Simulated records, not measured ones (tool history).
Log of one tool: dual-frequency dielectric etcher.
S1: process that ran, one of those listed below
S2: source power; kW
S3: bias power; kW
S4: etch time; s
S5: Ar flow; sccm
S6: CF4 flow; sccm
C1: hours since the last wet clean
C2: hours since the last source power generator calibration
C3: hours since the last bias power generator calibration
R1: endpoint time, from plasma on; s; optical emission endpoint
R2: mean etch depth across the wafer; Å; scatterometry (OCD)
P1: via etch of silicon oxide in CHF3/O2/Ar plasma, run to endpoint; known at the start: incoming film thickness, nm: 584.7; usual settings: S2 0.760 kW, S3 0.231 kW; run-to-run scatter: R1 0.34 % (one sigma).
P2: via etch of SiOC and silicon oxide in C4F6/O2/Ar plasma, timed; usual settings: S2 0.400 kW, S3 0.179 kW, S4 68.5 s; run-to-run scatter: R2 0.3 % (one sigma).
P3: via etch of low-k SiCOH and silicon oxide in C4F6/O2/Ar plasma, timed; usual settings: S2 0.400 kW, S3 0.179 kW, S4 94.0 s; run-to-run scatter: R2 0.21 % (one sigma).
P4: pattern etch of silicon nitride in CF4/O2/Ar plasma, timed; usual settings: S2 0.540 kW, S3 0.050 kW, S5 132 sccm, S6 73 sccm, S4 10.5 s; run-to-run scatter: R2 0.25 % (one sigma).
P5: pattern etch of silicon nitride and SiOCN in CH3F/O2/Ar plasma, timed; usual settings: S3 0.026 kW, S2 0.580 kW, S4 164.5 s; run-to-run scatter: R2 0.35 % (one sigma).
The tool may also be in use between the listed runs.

run 1 day=0.525 | S1=P1 S2=0.760 S3=0.231 | C1=275.2 C2=976.3 C3=2102.7 | R1=254.44
run 2 day=1.104 | S1=P5 S2=0.580 S3=0.026 S4=164.5 | C1=289.1 C2=990.2 C3=2116.6 | R2=266.60
run 3 day=1.462 | S1=P1 S2=0.760 S3=0.231 | C1=297.7 C2=998.8 C3=2125.2 | R1=255.35
run 4 day=2.067 | S1=P3 S2=0.550 S3=0.179 S4=94.0 | C1=312.2 C2=1013.3 C3=2139.7 | R2=2999.80
run 5 day=2.475 | S1=P5 S2=0.580 S3=0.026 S4=246.5 | C1=322.0 C2=1023.1 C3=2149.5 | R2=404.10
run 6 day=2.996 | S1=P4 S2=0.540 S3=0.050 S4=10.5 S5=132 S6=55 | C1=334.5 C2=1035.6 C3=2162.0 | R2=188.28
run 7 day=3.417 | S1=P5 S2=0.580 S3=0.018 S4=164.5 | C1=344.6 C2=1045.7 C3=2172.1 | R2=232.12
run 8 day=3.750 | S1=P1 S2=0.940 S3=0.231 | C1=352.6 C2=1053.7 C3=2180.1 | R1=236.05
run 9 day=4.150 | S1=P3 S2=0.400 S3=0.179 S4=94.0 | C1=362.2 C2=1063.3 C3=2189.7 | R2=2660.90
run 10 day=4.746 | S1=P1 S2=0.760 S3=0.175 | C1=376.5 C2=1077.6 C3=2204.0 | R1=280.81
run 11 day=5.312 | S1=P1 S2=0.760 S3=0.231 | C1=390.1 C2=1091.2 C3=2217.6 | R1=256.39
run 12 day=5.621 | S1=P4 S2=0.540 S3=0.063 S4=10.5 S5=132 S6=73 | C1=397.5 C2=1098.6 C3=2225.0 | R2=216.40
run 13 day=6.192 | S1=P2 S2=0.400 S3=0.179 S4=68.5 | C1=411.2 C2=1112.3 C3=2238.7 | R2=762.86
run 14 day=6.671 | S1=P4 S2=0.540 S3=0.050 S4=7.0 S5=132 S6=73 | C1=422.7 C2=1123.8 C3=2250.2 | R2=131.79
run 15 day=6.988 | S1=P1 S2=0.480 S3=0.316 | C1=430.3 C2=1131.4 C3=2257.8 | R1=270.30
run 16 day=7.362 | S1=P2 S2=0.300 S3=0.179 S4=68.5 | C1=439.3 C2=1140.4 C3=2266.8 | R2=683.74
run 17 day=7.725 | S1=P1 S2=0.550 S3=0.294 | C1=448.0 C2=1149.1 C3=2275.5 | R1=263.34
run 18 day=8.146 | S1=P5 S2=0.780 S3=0.026 S4=164.5 | C1=458.1 C2=1159.2 C3=2285.6 | R2=297.22
run 19 day=8.475 | S1=P5 S2=0.580 S3=0.026 S4=164.5 | C1=466.0 C2=1167.1 C3=2293.5 | R2=269.09
run 20 day=8.962 | S1=P2 S2=0.400 S3=0.110 S4=68.5 | C1=477.7 C2=1178.8 C3=2305.2 | R2=659.38
run 21 day=9.267 | S1=P1 S2=0.480 S3=0.231 | C1=485.0 C2=1186.1 C3=2312.5 | R1=302.18
run 22 day=9.750 | S1=P4 S2=0.670 S3=0.050 S4=10.5 S5=132 S6=73 | C1=496.6 C2=1197.7 C3=2324.1 | R2=238.84
run 23 day=10.296 | S1=P1 S2=0.760 S3=0.231 | C1=509.7 C2=1210.8 C3=2337.2 | R1=255.17
run 24 day=10.746 | S1=P2 S2=0.400 S3=0.179 S4=68.5 | C1=520.5 C2=1221.6 C3=2348.0 | R2=768.07
run 25 day=11.325 | S1=P4 S2=0.540 S3=0.050 S4=10.5 S5=78 S6=73 | C1=534.4 C2=1235.5 C3=2361.9 | R2=211.39
run 26 day=11.612 | S1=P3 S2=0.400 S3=0.250 S4=94.0 | C1=541.3 C2=1242.4 C3=2368.8 | R2=2964.70
run 27 day=12.142 | S1=P4 S2=0.540 S3=0.050 S4=10.5 S5=132 S6=73 | C1=554.0 C2=1255.1 C3=2381.5 | R2=196.57
run 28 day=12.638 | S1=P1 S2=0.760 S3=0.297 | C1=565.9 C2=1267.0 C3=2393.4 | R1=233.26
run 29 day=13.079 | S1=P3 S2=0.400 S3=0.179 S4=136.0 | C1=576.5 C2=1277.6 C3=2404.0 | R2=3840.20
run 30 day=13.654 | S1=P1 S2=0.920 S3=0.164 | C1=590.3 C2=1291.4 C3=2417.8 | R1=265.91
run 31 day=14.212 | S1=P2 S2=0.400 S3=0.179 S4=94.5 | C1=603.7 C2=1304.8 C3=2431.2 | R2=1055.40
run 32 day=14.512 | S1=P1 S2=0.760 S3=0.231 | C1=610.9 C2=1312.0 C3=2438.4 | R1=256.97
run 33 day=14.892 | S1=P1 S2=0.760 S3=0.231 | C1=620.0 C2=1321.1 C3=2447.5 | R1=256.26
run 34 day=15.267 | S1=P1 S2=0.760 S3=0.231 | C1=629.0 C2=1330.1 C3=2456.5 | R1=255.06
run 35 day=15.800 | S1=P1 S2=0.760 S3=0.231 | C1=641.8 C2=1342.9 C3=2469.3 | R1=252.50

Forecast run 36:
run 36 day=16.304 | S1=P1 S2=0.760 S3=0.231 | C1=653.9 C2=1355.0 C3=2481.4 | R1=?

R1: 251.93 s

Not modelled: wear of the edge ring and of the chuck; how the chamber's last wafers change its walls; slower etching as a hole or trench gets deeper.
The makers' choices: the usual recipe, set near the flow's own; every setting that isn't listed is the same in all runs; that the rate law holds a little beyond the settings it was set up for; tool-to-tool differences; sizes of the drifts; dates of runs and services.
